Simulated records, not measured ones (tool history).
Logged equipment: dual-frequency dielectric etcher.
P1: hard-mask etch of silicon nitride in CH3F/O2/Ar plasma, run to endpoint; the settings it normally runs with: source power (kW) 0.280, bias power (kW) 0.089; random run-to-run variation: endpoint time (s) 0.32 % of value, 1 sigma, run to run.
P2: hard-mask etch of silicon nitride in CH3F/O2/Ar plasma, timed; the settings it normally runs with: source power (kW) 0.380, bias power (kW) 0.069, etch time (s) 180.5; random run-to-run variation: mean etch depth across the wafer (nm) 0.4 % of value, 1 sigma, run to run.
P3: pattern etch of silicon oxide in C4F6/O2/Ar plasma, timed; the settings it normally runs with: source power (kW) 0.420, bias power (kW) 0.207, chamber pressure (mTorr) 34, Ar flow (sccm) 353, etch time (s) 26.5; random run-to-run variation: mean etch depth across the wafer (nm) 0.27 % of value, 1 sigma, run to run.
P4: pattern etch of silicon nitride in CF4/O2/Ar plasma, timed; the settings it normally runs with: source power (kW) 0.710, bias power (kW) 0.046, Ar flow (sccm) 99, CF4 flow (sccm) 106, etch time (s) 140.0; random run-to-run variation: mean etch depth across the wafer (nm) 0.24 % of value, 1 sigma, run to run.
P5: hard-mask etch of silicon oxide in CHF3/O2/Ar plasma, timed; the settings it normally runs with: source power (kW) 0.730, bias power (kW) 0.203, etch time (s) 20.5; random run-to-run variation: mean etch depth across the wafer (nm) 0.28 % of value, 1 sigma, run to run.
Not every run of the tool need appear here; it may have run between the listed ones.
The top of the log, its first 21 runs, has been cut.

| run | hour | process that ran | source power (kW) | bias power (kW) | Ar flow (sccm) | CF4 flow (sccm) | etch time (s) | chamber pressure (mTorr) | hours since the last wet clean | hours since the last source power generator calibration | hours since the last bias power generator calibration | endpoint time (s) | mean etch depth across the wafer (nm) |
|---|---|---|---|---|---|---|---|---|---|---|---|---|---|
| 22 | 165.8 | P2 | 0.240 | 0.069 |  |  | 180.5 |  | 275.3 | 498.4 | 111.7 |  | 104.220 |
| 23 | 174.4 | P3 | 0.420 | 0.207 | 238 |  | 26.5 | 34 | 283.9 | 507.0 | 120.3 |  | 87.595 |
| 24 | 183.2 | P4 | 0.850 | 0.046 | 99 | 106 | 140.0 |  | 292.7 | 515.8 | 129.1 |  | 407.180 |
| 25 | 191.6 | P1 | 0.280 | 0.089 |  |  |  |  | 301.1 | 524.2 | 137.5 | 45.152 |  |
| 26 | 198.0 | P3 | 0.420 | 0.270 | 353 |  | 26.5 | 34 | 307.5 | 530.6 | 143.9 |  | 92.049 |
|  | 205.0 | wet clean of the chamber |
| 27 | 205.9 | P5 | 0.990 | 0.203 |  |  | 20.5 |  | 0.9 | 538.5 | 151.8 |  | 51.833 |
| 28 | 213.1 | P1 | 0.280 | 0.089 |  |  |  |  | 8.1 | 545.7 | 159.0 | 45.165 |  |
| 29 | 218.8 | P4 | 0.710 | 0.046 | 99 | 106 | 140.0 |  | 13.8 | 551.4 | 164.7 |  | 347.620 |
| 30 | 226.8 | P1 | 0.390 | 0.067 |  |  |  |  | 21.8 | 559.4 | 172.7 | 44.033 |  |
| 31 | 236.4 | P1 | 0.280 | 0.065 |  |  |  |  | 31.4 | 569.0 | 182.3 | 50.565 |  |
| 32 | 247.0 | P1 | 0.280 | 0.089 |  |  |  |  | 42.0 | 579.6 | 192.9 | 45.064 |  |
| 33 | 257.6 | P1 | 0.280 | 0.089 |  |  |  |  | 52.6 | 590.2 | 203.5 | 45.150 |  |
| 34 | 263.0 | P1 | 0.280 | 0.089 |  |  |  |  | 58.0 | 595.6 | 208.9 | 45.190 |  |

What does the tool deliver on the next run?
| 35 | 270.9 | P1 | 0.280 | 0.089 |  |  |  |  | 65.9 | 603.5 | 216.8 | ? |  |

Logged for run 35: endpoint time (s) 44.808.

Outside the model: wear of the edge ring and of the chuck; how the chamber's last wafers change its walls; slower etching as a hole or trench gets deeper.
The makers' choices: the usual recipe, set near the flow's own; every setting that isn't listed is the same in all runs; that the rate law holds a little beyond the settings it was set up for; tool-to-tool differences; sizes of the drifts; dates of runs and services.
